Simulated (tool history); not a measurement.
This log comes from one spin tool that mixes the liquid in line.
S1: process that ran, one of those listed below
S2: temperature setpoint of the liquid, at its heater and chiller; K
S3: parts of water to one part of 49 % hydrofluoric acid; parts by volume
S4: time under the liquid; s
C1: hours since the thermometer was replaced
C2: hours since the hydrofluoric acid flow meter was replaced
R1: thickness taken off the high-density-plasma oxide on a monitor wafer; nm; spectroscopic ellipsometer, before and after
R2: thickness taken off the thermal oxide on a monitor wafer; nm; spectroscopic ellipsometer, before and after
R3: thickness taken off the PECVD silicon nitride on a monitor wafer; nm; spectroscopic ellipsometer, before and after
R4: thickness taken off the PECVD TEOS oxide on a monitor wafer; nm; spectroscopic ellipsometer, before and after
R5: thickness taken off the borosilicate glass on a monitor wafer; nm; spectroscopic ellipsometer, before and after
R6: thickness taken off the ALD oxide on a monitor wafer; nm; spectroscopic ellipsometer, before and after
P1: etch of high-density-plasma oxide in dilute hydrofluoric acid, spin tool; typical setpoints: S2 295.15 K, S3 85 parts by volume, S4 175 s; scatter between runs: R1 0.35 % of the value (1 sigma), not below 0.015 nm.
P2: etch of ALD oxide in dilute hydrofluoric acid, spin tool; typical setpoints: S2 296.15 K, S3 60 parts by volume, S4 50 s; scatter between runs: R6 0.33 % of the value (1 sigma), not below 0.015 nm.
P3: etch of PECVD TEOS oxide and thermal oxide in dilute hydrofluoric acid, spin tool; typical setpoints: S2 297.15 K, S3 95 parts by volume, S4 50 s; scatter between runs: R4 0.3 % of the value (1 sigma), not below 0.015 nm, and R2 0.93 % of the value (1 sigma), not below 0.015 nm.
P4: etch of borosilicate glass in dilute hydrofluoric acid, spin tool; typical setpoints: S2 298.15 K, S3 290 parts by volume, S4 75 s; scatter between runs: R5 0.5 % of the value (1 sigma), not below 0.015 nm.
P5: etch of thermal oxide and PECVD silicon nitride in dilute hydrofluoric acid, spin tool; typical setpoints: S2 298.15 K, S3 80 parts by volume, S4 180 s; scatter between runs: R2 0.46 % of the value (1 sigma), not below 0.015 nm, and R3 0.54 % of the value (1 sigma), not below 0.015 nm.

{"run": 1, "hour": 7.0, "S1": "P1", "S2": 295.15, "S3": 85, "S4": 175, "C1": 1734.6, "C2": 1153.9, "R1": 9.7662}
{"run": 2, "hour": 15.8, "S1": "P5", "S2": 298.15, "S3": 80, "S4": 180, "C1": 1743.4, "C2": 1162.7, "R2": 10.972, "R3": 5.871}
{"run": 3, "hour": 23.2, "S1": "P3", "S2": 297.15, "S3": 20, "S4": 50, "C1": 1750.8, "C2": 1170.1, "R2": 12.258, "R4": 78.681}
{"run": 4, "hour": 33.4, "S1": "P1", "S2": 295.15, "S3": 85, "S4": 175, "C1": 1761, "C2": 1180.3, "R1": 9.7804}
{"run": 5, "hour": 46.5, "S1": "P3", "S2": 303.15, "S3": 95, "S4": 50, "C1": 1774.1, "C2": 1193.4, "R2": 2.9313, "R4": 18.923}
{"run": 6, "hour": 55.9, "S1": "P1", "S2": 295.15, "S3": 85, "S4": 175, "C1": 1783.5, "C2": 1202.8, "R1": 9.7224}
{"run": 7, "hour": 69.4, "S1": "P5", "S2": 298.15, "S3": 80, "S4": 325, "C1": 1797, "C2": 1216.3, "R2": 19.594, "R3": 10.616}
{"run": 8, "hour": 79.4, "S1": "P1", "S2": 302.65, "S3": 85, "S4": 175, "C1": 1807, "C2": 1226.3, "R1": 13.126}
{"run": 9, "hour": 88.5, "S1": "P5", "S2": 290.65, "S3": 80, "S4": 180, "C1": 1816.1, "C2": 1235.4, "R2": 7.9477, "R3": 3.4646}
{"hour": 95.5, "done": "hydrofluoric acid flow meter replaced"}
{"run": 10, "hour": 97.8, "S1": "P5", "S2": 298.15, "S3": 80, "S4": 180, "C1": 1825.4, "C2": 2.4, "R2": 10.882, "R3": 5.8312}
{"run": 11, "hour": 106.3, "S1": "P4", "S2": 290.15, "S3": 290, "S4": 75, "C1": 1833.9, "C2": 10.9, "R5": 3.5467}
{"run": 12, "hour": 113.1, "S1": "P5", "S2": 298.15, "S3": 20, "S4": 180, "C1": 1840.7, "C2": 17.7, "R2": 47.109, "R3": 22.804}
{"run": 13, "hour": 125.9, "S1": "P1", "S2": 295.15, "S3": 85, "S4": 175, "C1": 1853.5, "C2": 30.5, "R1": 9.8496}
{"run": 14, "hour": 133.0, "S1": "P3", "S2": 297.15, "S3": 95, "S4": 100, "C1": 1860.6, "C2": 37.6, "R2": 4.6499, "R4": 30.061}
{"run": 15, "hour": 140.6, "S1": "P2", "S2": 296.15, "S3": 60, "S4": 50, "C1": 1868.2, "C2": 45.2, "R6": 11.322}
{"run": 16, "hour": 149.9, "S1": "P1", "S2": 295.15, "S3": 115, "S4": 175, "C1": 1877.5, "C2": 54.5, "R1": 6.9599}
{"run": 17, "hour": 161.2, "S1": "P1", "S2": 295.15, "S3": 85, "S4": 175, "C1": 1888.8, "C2": 65.8, "R1": 9.7946}
{"run": 18, "hour": 174.6, "S1": "P3", "S2": 297.15, "S3": 95, "S4": 50, "C1": 1902.2, "C2": 79.2, "R2": 2.343, "R4": 15.055}
{"run": 19, "hour": 183.5, "S1": "P1", "S2": 290.15, "S3": 85, "S4": 175, "C1": 1911.1, "C2": 88.1, "R1": 7.9661}
{"run": 20, "hour": 194.5, "S1": "P2", "S2": 300.65, "S3": 60, "S4": 50, "C1": 1922.1, "C2": 99.1, "R6": 13.509}
{"run": 21, "hour": 203.7, "S1": "P2", "S2": 296.15, "S3": 30, "S4": 50, "C1": 1931.3, "C2": 108.3, "R6": 23.498}
{"run": 22, "hour": 211.1, "S1": "P2", "S2": 296.15, "S3": 60, "S4": 30, "C1": 1938.7, "C2": 115.7, "R6": 6.742}
{"run": 23, "hour": 221.2, "S1": "P1", "S2": 290.15, "S3": 85, "S4": 310, "C1": 1948.8, "C2": 125.8, "R1": 14.093}
{"run": 24, "hour": 230.4, "S1": "P1", "S2": 295.15, "S3": 85, "S4": 300, "C1": 1958, "C2": 135, "R1": 16.849}
{"run": 25, "hour": 240.9, "S1": "P1", "S2": 295.15, "S3": 85, "S4": 60, "C1": 1968.5, "C2": 145.5, "R1": 3.3481}
{"run": 26, "hour": 250.6, "S1": "P4", "S2": 298.15, "S3": 100, "S4": 75, "C1": 1978.2, "C2": 155.2, "R5": 17.11}
{"run": 27, "hour": 261.4, "S1": "P4", "S2": 298.15, "S3": 290, "S4": 75, "C1": 1989, "C2": 166, "R5": 4.7981}
{"run": 28, "hour": 269.4, "S1": "P1", "S2": 295.15, "S3": 40, "S4": 175, "C1": 1997, "C2": 174, "R1": 21.832}
{"run": 29, "hour": 277.0, "S1": "P1", "S2": 295.15, "S3": 85, "S4": 175, "C1": 2004.6, "C2": 181.6, "R1": 9.7498}
{"run": 30, "hour": 287.2, "S1": "P4", "S2": 298.15, "S3": 290, "S4": 15, "C1": 2014.8, "C2": 191.8, "R5": 0.94454}
{"run": 31, "hour": 297.8, "S1": "P1", "S2": 295.15, "S3": 85, "S4": 175, "C1": 2025.4, "C2": 202.4, "R1": 9.7341}
{"run": 32, "hour": 305.2, "S1": "P1", "S2": 295.15, "S3": 85, "S4": 175, "C1": 2032.8, "C2": 209.8, "R1": 9.7901}
{"run": 33, "hour": 318.1, "S1": "P1", "S2": 295.15, "S3": 85, "S4": 175, "C1": 2045.7, "C2": 222.7, "R1": 9.4621}
{"run": 34, "hour": 325.3, "S1": "P1", "S2": 295.15, "S3": 85, "S4": 175, "C1": 2052.9, "C2": 229.9, "R1": 9.4192}
{"run": 35, "hour": 337.3, "S1": "P1", "S2": 295.15, "S3": 85, "S4": 175, "C1": 2064.9, "C2": 241.9, "R1": 9.1828}
{"run": 36, "hour": 346.5, "S1": "P1", "S2": 295.15, "S3": 85, "S4": 175, "C1": 2074.1, "C2": 251.1, "R1": 9.1672}
{"run": 37, "hour": 353.4, "S1": "P1", "S2": 295.15, "S3": 85, "S4": 175, "C1": 2081, "C2": 258, "R1": 9.1083}
{"run": 38, "hour": 366.5, "S1": "P1", "S2": 295.15, "S3": 85, "S4": 175, "C1": 2094.1, "C2": 271.1, "R1": 9.1028}
{"run": 39, "hour": 379.6, "S1": "P1", "S2": 295.15, "S3": 85, "S4": 175, "C1": 2107.2, "C2": 284.2, "R1": 9.0746}
{"run": 40, "hour": 390.6, "S1": "P1", "S2": 295.15, "S3": 85, "S4": 175, "C1": 2118.2, "C2": 295.2, "R1": 9.0271}
{"run": 41, "hour": 399.1, "S1": "P1", "S2": 295.15, "S3": 85, "S4": 175, "C1": 2126.7, "C2": 303.7, "R1": 8.9672}
{"run": 42, "hour": 410.0, "S1": "P1", "S2": 295.15, "S3": 85, "S4": 175, "C1": 2137.6, "C2": 314.6, "R1": 9.0456}

The output of P1 has drifted from where it used to be. Each of the 2 causes below, taken at the size shown beside it, accounts for the log equally well:
A: liquid colder than its thermometer reads (K) = 1.97
B: hydrofluoric acid flow below the setpoint (%) = 7.06
At approximately hour 305.2, the process output began to creep.

Which of the 4 check runs listed below separates the causes, so that each cause would produce a clearly different result? Each run uses one wafer, and its results are marked with question marks.
{"run": "check 1", "hour": 420.9, "S1": "P5", "S2": 298.15, "S3": 40, "S4": 180, "R2": "?", "R3": "?"}
{"run": "check 2", "hour": 420.9, "S1": "P2", "S2": 300.15, "S3": 60, "S4": 50, "R6": "?"}
{"run": "check 3", "hour": 420.9, "S1": "P3", "S2": 297.15, "S3": 55, "S4": 65, "R2": "?", "R4": "?"}
{"run": "check 4", "hour": 420.9, "S1": "P4", "S2": 293.65, "S3": 130, "S4": 75, "R5": "?"}

Check results expected under each cause:
check=check_1 result=R2 if_A=21.063 if_B=21.154
check=check_1 result=R3 if_A=10.128 if_B=10.776
check=check_2 result=R6 if_A=12.284 if_B=12.277
check=check_3 result=R2 if_A=5.0465 if_B=5.0599
check=check_3 result=R4 if_A=32.721 if_B=32.808
check=check_4 result=R5 if_A=9.8209 if_B=9.7806
Per check, the gap between the least separated pair of causes, taken in the result that splits them most: check 1 6.2 %; check 2 0.05 %; check 3 0.27 %; check 4 0.41 %
Only in check 1 would the causes give clearly different results; in the remaining checks their results would be nearly the same.

Check 1 has now been run. It gave: R2 21.178 nm; R3 10.83 nm. Which of the candidate causes is it?

It was cause B: hydrofluoric acid flow below the setpoint (%).
